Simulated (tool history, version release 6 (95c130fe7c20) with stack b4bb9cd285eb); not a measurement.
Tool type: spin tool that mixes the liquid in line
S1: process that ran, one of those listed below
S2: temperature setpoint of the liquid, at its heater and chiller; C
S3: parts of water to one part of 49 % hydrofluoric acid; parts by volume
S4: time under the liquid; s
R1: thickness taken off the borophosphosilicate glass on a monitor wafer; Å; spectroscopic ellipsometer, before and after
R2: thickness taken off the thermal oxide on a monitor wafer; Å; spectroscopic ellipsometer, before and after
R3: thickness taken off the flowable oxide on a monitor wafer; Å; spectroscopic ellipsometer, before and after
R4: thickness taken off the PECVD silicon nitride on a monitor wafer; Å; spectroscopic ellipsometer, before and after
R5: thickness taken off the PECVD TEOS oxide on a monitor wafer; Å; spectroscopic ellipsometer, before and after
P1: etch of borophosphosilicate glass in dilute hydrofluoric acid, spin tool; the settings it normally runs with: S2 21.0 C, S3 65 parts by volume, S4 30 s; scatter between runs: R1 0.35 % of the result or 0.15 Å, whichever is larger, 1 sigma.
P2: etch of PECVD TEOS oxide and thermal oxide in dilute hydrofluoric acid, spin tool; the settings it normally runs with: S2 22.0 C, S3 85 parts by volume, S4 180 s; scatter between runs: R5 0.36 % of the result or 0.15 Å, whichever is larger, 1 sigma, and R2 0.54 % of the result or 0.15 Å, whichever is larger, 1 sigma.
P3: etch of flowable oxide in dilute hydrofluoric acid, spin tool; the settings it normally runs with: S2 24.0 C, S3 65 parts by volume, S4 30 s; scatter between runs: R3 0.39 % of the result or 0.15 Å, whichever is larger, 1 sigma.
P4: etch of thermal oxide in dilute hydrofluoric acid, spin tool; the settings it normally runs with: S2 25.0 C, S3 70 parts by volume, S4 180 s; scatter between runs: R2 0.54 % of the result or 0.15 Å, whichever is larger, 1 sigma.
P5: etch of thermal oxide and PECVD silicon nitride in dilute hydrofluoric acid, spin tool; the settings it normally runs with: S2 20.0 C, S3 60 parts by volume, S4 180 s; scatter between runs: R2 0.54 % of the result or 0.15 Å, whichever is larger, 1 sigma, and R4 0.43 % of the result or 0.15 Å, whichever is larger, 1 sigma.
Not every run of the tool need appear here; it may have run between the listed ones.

| run | hour | S1 | S2 | S3 | S4 | R1 | R2 | R3 | R4 | R5 |
|---|---|---|---|---|---|---|---|---|---|---|
| 1 | 5.7 | P1 | 21.0 | 65 | 30 | 197.130 |  |  |  |  |
| 2 | 8.6 | P1 | 21.0 | 65 | 30 | 198.870 |  |  |  |  |
| 3 | 14.9 | P4 | 25.0 | 40 | 180 |  | 245.520 |  |  |  |
| 4 | 17.7 | P4 | 25.0 | 70 | 180 |  | 134.870 |  |  |  |
| 5 | 24.1 | P1 | 24.5 | 105 | 30 | 134.850 |  |  |  |  |
| 6 | 30.4 | P1 | 21.0 | 65 | 15 | 98.575 |  |  |  |  |
| 7 | 35.6 | P1 | 21.0 | 65 | 30 | 197.390 |  |  |  |  |
| 8 | 42.0 | P1 | 21.0 | 110 | 30 | 111.610 |  |  |  |  |
| 9 | 47.0 | P4 | 25.0 | 70 | 180 |  | 136.770 |  |  |  |
| 10 | 51.5 | P3 | 24.0 | 65 | 30 |  |  | 234.77 |  |  |
| 11 | 57.6 | P5 | 20.0 | 60 | 180 |  | 120.430 |  | 128.890 |  |
| 12 | 62.8 | P3 | 24.0 | 65 | 50 |  |  | 392.57 |  |  |
| 13 | 66.7 | P5 | 20.0 | 20 | 180 |  | 382.830 |  | 375.280 |  |
| 14 | 73.1 | P3 | 29.5 | 65 | 30 |  |  | 294.88 |  |  |
| 15 | 78.7 | P3 | 24.0 | 105 | 30 |  |  | 137.44 |  |  |
| 16 | 83.3 | P1 | 21.0 | 65 | 30 | 196.800 |  |  |  |  |
| 17 | 88.9 | P1 | 21.0 | 65 | 30 | 196.900 |  |  |  |  |
| 18 | 91.9 | P2 | 22.0 | 85 | 180 |  | 97.161 |  |  | 365.84 |
| 19 | 98.1 | P5 | 17.0 | 60 | 180 |  | 106.230 |  | 104.820 |  |
| 20 | 102.9 | P1 | 17.0 | 65 | 30 | 165.960 |  |  |  |  |
| 21 | 107.9 | P3 | 24.0 | 65 | 30 |  |  | 233.57 |  |  |
| 22 | 113.2 | P1 | 21.0 | 30 | 30 | 446.600 |  |  |  |  |
| 23 | 116.4 | P4 | 25.0 | 70 | 45 |  | 33.729 |  |  |  |
| 24 | 120.3 | P2 | 22.0 | 85 | 95 |  | 51.468 |  |  | 194.39 |
| 25 | 125.7 | P1 | 21.0 | 65 | 45 | 296.280 |  |  |  |  |
| 26 | 131.1 | P2 | 22.0 | 130 | 180 |  | 60.751 |  |  | 226.00 |
| 27 | 135.9 | P5 | 20.0 | 60 | 180 |  | 121.840 |  | 129.740 |  |
| 28 | 139.8 | P2 | 22.0 | 85 | 180 |  | 97.901 |  |  | 365.70 |
| 29 | 145.5 | P1 | 21.0 | 65 | 30 | 196.210 |  |  |  |  |
| 30 | 151.1 | P4 | 20.5 | 70 | 180 |  | 113.810 |  |  |  |
| 31 | 156.1 | P1 | 27.0 | 65 | 30 | 253.480 |  |  |  |  |
| 32 | 159.4 | P5 | 20.0 | 60 | 40 |  | 26.846 |  | 29.025 |  |
| 33 | 164.9 | P2 | 28.0 | 85 | 180 |  | 122.440 |  |  | 464.55 |
| 34 | 170.3 | P1 | 21.0 | 65 | 30 | 198.140 |  |  |  |  |
| 35 | 176.2 | P1 | 21.0 | 65 | 30 | 203.400 |  |  |  |  |
| 36 | 182.2 | P1 | 21.0 | 65 | 30 | 207.440 |  |  |  |  |
| 37 | 185.5 | P1 | 21.0 | 65 | 30 | 207.630 |  |  |  |  |
| 38 | 190.4 | P1 | 21.0 | 65 | 30 | 209.050 |  |  |  |  |
| 39 | 196.0 | P1 | 21.0 | 65 | 30 | 209.460 |  |  |  |  |
| 40 | 201.6 | P1 | 21.0 | 65 | 30 | 209.230 |  |  |  |  |

What P1 gives has crept away from where it was. These 2 causes fit the log equally well, each at the size given:
A: liquid hotter than its thermometer reads (K) = 1.43
B: hydrofluoric acid flow above the setpoint (%) = 5.65
The gradual shift began around hour 170.3.

Listed below are the offered check runs, one wafer per run, with question marks in place of results. For which of them would the causes give clearly different outcomes?
| check 1 | 207.2 | P4 | 25.0 | 70 | 180 |  | ? |  |  |  |
| check 2 | 207.2 | P2 | 22.0 | 85 | 180 |  | ? |  |  | ? |
| check 3 | 207.2 | P3 | 24.0 | 65 | 30 |  |  | ? |  |  |
| check 4 | 207.2 | P5 | 20.0 | 60 | 180 |  | ? |  | ? |  |

Expected result of each check under each candidate cause:
| check | result | if A | if B |
|---|---|---|---|
| check 1 | R2 | 143.530 | 143.930 |
| check 2 | R2 | 102.720 | 102.980 |
| check 2 | R5 | 388.91 | 389.90 |
| check 3 | R3 | 249.07 | 249.51 |
| check 4 | R2 | 128.530 | 128.380 |
| check 4 | R4 | 142.830 | 136.570 |
Distance between the nearest two causes, measured in the result of the check that separates them most: check 1 0.27 %; check 2 0.26 %; check 3 0.17 %; check 4 4.48 %
Of the check runs offered, only check 4 discriminates between the causes; the rest would read about the same regardless of which cause applies.

With check 4 done, the readings were: R2 128.930 Å; R4 135.280 Å. Identify which of the listed causes applies.

It was cause B: hydrofluoric acid flow above the setpoint (%).
